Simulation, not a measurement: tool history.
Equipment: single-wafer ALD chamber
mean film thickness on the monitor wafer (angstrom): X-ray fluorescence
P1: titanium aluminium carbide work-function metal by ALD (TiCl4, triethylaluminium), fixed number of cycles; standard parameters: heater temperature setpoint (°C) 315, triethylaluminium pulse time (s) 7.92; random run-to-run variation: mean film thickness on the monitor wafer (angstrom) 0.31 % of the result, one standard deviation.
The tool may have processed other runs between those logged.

run    day  heater temperature setpoint (°C)  triethylaluminium pulse time (s)  hours since the last thermocouple change  hours since the last triethylaluminium bottle change  mean film thickness on the monitor wafer (angstrom)
  1  0.229                               315                              7.92                                    1348.1                                                 755.4                                               20.855
  2  0.588                               315                              7.92                                    1356.7                                                 764.0                                               20.715
  3  0.875                               315                              7.92                                    1363.6                                                 770.9                                               20.662
  4  1.088                               315                              7.92                                    1368.7                                                 776.0                                               20.796
  5  1.346                               291                              7.92                                    1374.9                                                 782.2                                               18.752
  6  1.592                               315                              3.66                                    1380.8                                                 788.1                                               15.866
  7  1.912                               300                              5.61                                    1388.5                                                 795.8                                               17.776
  8  2.204                               339                              7.92                                    1395.5                                                 802.8                                               22.796
  9  2.462                               303                             11.56                                    1401.7                                                 809.0                                               20.672
 10  2.808                               315                              7.92                                    1410.0                                                 817.3                                               20.682
     2.912  -- thermocouple changed; heater temperature recalibrated
 11  3.025                               315                              7.92                                       2.7                                                 822.5                                               20.815
 12  3.383                               315                              7.92                                      11.3                                                 831.1                                               20.798
 13  3.721                               315                             12.35                                      19.4                                                 839.2                                               22.009
 14  3.925                               315                              7.92                                      24.3                                                 844.1                                               20.706
 15  4.162                               315                              7.92                                      30.0                                                 849.8                                               20.616
 16  4.496                               315                              7.92                                      38.0                                                 857.8                                               20.441
 17  4.767                               315                              7.92                                      44.5                                                 864.3                                               20.546
 18  5.025                               315                              7.92                                      50.7                                                 870.5                                               20.421
 19  5.221                               315                              7.92                                      55.4                                                 875.2                                               20.447
 20  5.583                               315                              7.92                                      64.1                                                 883.9                                               20.426
 21  5.921                               315                              7.92                                      72.2                                                 892.0                                               20.377

Run 22 comes next. What will it give?
 22  6.121                               315                              7.92                                      77.0                                                 896.8                                                    ?

mean film thickness on the monitor wafer (angstrom): 20.523
